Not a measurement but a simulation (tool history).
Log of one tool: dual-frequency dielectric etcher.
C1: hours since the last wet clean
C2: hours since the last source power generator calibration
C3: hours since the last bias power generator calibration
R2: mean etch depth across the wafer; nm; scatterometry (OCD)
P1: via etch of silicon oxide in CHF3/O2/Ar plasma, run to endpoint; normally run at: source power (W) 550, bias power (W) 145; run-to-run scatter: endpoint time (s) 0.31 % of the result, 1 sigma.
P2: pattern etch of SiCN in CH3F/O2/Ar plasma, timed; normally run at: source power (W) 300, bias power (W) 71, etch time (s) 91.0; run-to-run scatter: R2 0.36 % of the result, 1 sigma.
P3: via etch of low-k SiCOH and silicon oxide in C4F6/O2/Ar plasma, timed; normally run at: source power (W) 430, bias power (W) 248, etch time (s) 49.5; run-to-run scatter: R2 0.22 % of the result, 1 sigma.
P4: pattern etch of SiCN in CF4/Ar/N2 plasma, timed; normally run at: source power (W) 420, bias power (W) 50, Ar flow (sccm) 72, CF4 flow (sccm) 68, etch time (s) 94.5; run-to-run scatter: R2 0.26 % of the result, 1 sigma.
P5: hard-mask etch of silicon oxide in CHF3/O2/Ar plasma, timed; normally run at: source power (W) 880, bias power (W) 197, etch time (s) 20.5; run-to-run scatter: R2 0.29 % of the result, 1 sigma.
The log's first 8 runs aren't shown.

Run 9, hour 107.1: process that ran P5, source power (W) 880, bias power (W) 117, etch time (s) 20.5; C1 245.3; C2 3213.0; C3 327.7. Result: R2 42.231 nm.
Run 10, hour 115.2: process that ran P2, source power (W) 230, bias power (W) 71, etch time (s) 91.0; C1 253.4; C2 3221.1; C3 335.8. Result: R2 28.322 nm.
Run 11, hour 124.9: process that ran P4, source power (W) 420, bias power (W) 50, Ar flow (sccm) 50, CF4 flow (sccm) 68, etch time (s) 94.5; C1 263.1; C2 3230.8; C3 345.5. Result: R2 75.455 nm.
Run 12, hour 134.9: process that ran P2, source power (W) 300, bias power (W) 71, etch time (s) 126.0; C1 273.1; C2 3240.8; C3 355.5. Result: R2 43.257 nm.
Run 13, hour 148.8: process that ran P1, source power (W) 760, bias power (W) 145; C1 287.0; C2 3254.7; C3 369.4. Result: endpoint time (s) 264.72.
At hour 153.0: source power generator calibrated.
Run 14, hour 161.3: process that ran P2, source power (W) 300, bias power (W) 71, etch time (s) 91.0; C1 299.5; C2 8.4; C3 381.9. Result: R2 31.276 nm.
Run 15, hour 171.0: process that ran P1, source power (W) 710, bias power (W) 116; C1 309.2; C2 18.1; C3 391.6. Result: endpoint time (s) 289.81.
Run 16, hour 186.8: process that ran P1, source power (W) 550, bias power (W) 145; C1 325.0; C2 33.9; C3 407.4. Result: endpoint time (s) 299.42.
Run 17, hour 203.4: process that ran P5, source power (W) 880, bias power (W) 197, etch time (s) 20.5; C1 341.6; C2 50.5; C3 424.0. Result: R2 49.609 nm.
Run 18, hour 217.9: process that ran P1, source power (W) 550, bias power (W) 145; C1 356.1; C2 65.0; C3 438.5. Result: endpoint time (s) 298.55.
Run 19, hour 232.7: process that ran P4, source power (W) 420, bias power (W) 50, Ar flow (sccm) 72, CF4 flow (sccm) 68, etch time (s) 94.5; C1 370.9; C2 79.8; C3 453.3. Result: R2 72.069 nm.
Run 20, hour 241.3: process that ran P4, source power (W) 420, bias power (W) 50, Ar flow (sccm) 72, CF4 flow (sccm) 46, etch time (s) 94.5; C1 379.5; C2 88.4; C3 461.9. Result: R2 67.370 nm.
Run 21, hour 254.2: process that ran P5, source power (W) 1240, bias power (W) 197, etch time (s) 20.5; C1 392.4; C2 101.3; C3 474.8. Result: R2 56.744 nm.
Run 22, hour 267.2: process that ran P2, source power (W) 300, bias power (W) 88, etch time (s) 91.0; C1 405.4; C2 114.3; C3 487.8. Result: R2 33.716 nm.
Run 23, hour 280.8: process that ran P1, source power (W) 550, bias power (W) 198; C1 419.0; C2 127.9; C3 501.4. Result: endpoint time (s) 268.84.
Run 24, hour 288.5: process that ran P1, source power (W) 550, bias power (W) 145; C1 426.7; C2 135.6; C3 509.1. Result: endpoint time (s) 298.33.

Run 25 comes next. What will it give?
Run 25, hour 296.5: process that ran P3, source power (W) 430, bias power (W) 248, etch time (s) 49.5; C1 434.7; C2 143.6; C3 517.1. Result: R2 ?.

R2: 148.130 nm
